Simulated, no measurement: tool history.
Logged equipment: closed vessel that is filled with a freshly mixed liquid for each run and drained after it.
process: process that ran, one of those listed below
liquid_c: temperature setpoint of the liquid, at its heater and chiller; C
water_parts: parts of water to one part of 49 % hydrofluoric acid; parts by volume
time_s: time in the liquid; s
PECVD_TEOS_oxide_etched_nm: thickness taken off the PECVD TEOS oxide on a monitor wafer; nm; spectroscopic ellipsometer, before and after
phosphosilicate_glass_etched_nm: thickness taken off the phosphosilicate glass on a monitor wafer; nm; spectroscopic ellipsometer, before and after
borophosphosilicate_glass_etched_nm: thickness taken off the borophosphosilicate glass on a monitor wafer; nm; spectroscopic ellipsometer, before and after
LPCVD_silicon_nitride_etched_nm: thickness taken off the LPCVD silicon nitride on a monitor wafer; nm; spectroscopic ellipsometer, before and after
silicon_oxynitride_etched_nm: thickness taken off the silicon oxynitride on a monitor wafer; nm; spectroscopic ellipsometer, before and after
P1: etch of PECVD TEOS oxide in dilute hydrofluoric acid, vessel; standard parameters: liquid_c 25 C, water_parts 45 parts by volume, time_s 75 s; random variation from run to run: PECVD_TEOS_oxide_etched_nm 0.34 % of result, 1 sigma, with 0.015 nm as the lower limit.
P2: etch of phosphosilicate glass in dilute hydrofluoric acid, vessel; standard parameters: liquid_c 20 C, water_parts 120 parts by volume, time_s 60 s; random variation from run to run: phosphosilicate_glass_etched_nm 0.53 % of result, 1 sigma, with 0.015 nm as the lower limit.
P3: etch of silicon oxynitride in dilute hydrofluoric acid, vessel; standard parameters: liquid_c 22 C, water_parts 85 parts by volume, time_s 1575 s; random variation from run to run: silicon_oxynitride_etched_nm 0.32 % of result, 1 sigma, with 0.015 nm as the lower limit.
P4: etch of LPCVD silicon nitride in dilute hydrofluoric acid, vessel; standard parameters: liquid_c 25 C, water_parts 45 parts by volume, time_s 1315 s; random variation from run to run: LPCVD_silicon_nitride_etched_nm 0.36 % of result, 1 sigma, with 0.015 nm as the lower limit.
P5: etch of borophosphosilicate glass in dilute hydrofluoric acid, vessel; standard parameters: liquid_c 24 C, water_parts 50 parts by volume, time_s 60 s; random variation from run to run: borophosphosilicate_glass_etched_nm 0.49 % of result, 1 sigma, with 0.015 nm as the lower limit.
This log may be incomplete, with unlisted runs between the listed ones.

run   hour  process  liquid_c  water_parts  time_s  hours since the thermometer was replaced  hours since the hydrofluoric acid flow meter was replaced  PECVD_TEOS_oxide_etched_nm  phosphosilicate_glass_etched_nm  borophosphosilicate_glass_etched_nm  LPCVD_silicon_nitride_etched_nm  silicon_oxynitride_etched_nm
  1   11.7       P1        25           45      75                                     402.2                                                     1852.6                      28.122
  2   26.1       P2        17          120      60                                     416.6                                                       1867                                                       39.971
  3     39       P5      28.5           50      60                                     429.5                                                     1879.9                                                                                            84.471
  4   47.6       P1      29.5           45      75                                     438.1                                                     1888.5                      33.315
  5   55.5       P1        25           45      75                                       446                                                     1896.4                      28.036
  6   66.9       P4        25           45     455                                     457.4                                                     1907.8                                                                                                                             5.7348
  7   83.6       P1        25           25      75                                     474.1                                                     1924.5                      51.683
  8   97.1       P1        25           45      30                                     487.6                                                       1938                      11.151
  9  112.3       P4        25           25    1315                                     502.8                                                     1953.2                                                                                                                             29.181
 10  129.2       P4        21           45    1315                                     519.7                                                     1970.1                                                                                                                             12.592
 11  142.2       P3        22           85    1575                                     532.7                                                     1983.1                                                                                                                                                           29.594
 12    159       P1      19.5           45      75                                     549.5                                                     1999.9                      22.031
 13  173.3       P5        24           50      60                                     563.8                                                     2014.2                                                                                            70.017
 14  189.9       P2        20           65      60                                     580.4                                                     2030.8                                                       89.295
 15  202.8       P1        25           75      75                                     593.3                                                     2043.7                       16.15
 16  218.4       P1        25           45     150                                     608.9                                                     2059.3                      56.145
 17  233.4       P2        20          120      95                                     623.9                                                     2074.3                                                        72.18
 18  242.8       P1        25           70     125                                     633.3                                                     2083.7                      29.163
 19  258.8       P1        25           45      75                                     649.3                                                     2099.7                      28.049
 20  272.8       P1        25           45      75                                     663.3                                                     2113.7                       27.87
 21  284.6       P3        22           85    1575                                     675.1                                                     2125.5                                                                                                                                                           29.611
 22    296       P3        30           85    1575                                     686.5                                                     2136.9                                                                                                                                                           42.796
 23  309.9       P4        25           45    1315                                     700.4                                                     2150.8                                                                                                                             16.483
 24  326.6       P1        25           25      30                                     717.1                                                     2167.5                      20.733
 25  343.8       P5        24           80      60                                     734.3                                                     2184.7                                                                                            42.118
 26    357       P3        22           50    1575                                     747.5                                                     2197.9                                                                                                                                                           51.607

Expected results for the next run?
 27  372.2       P1        25           45      75                                     762.7                                                     2213.1                           ?

PECVD_TEOS_oxide_etched_nm: 27.904 nm
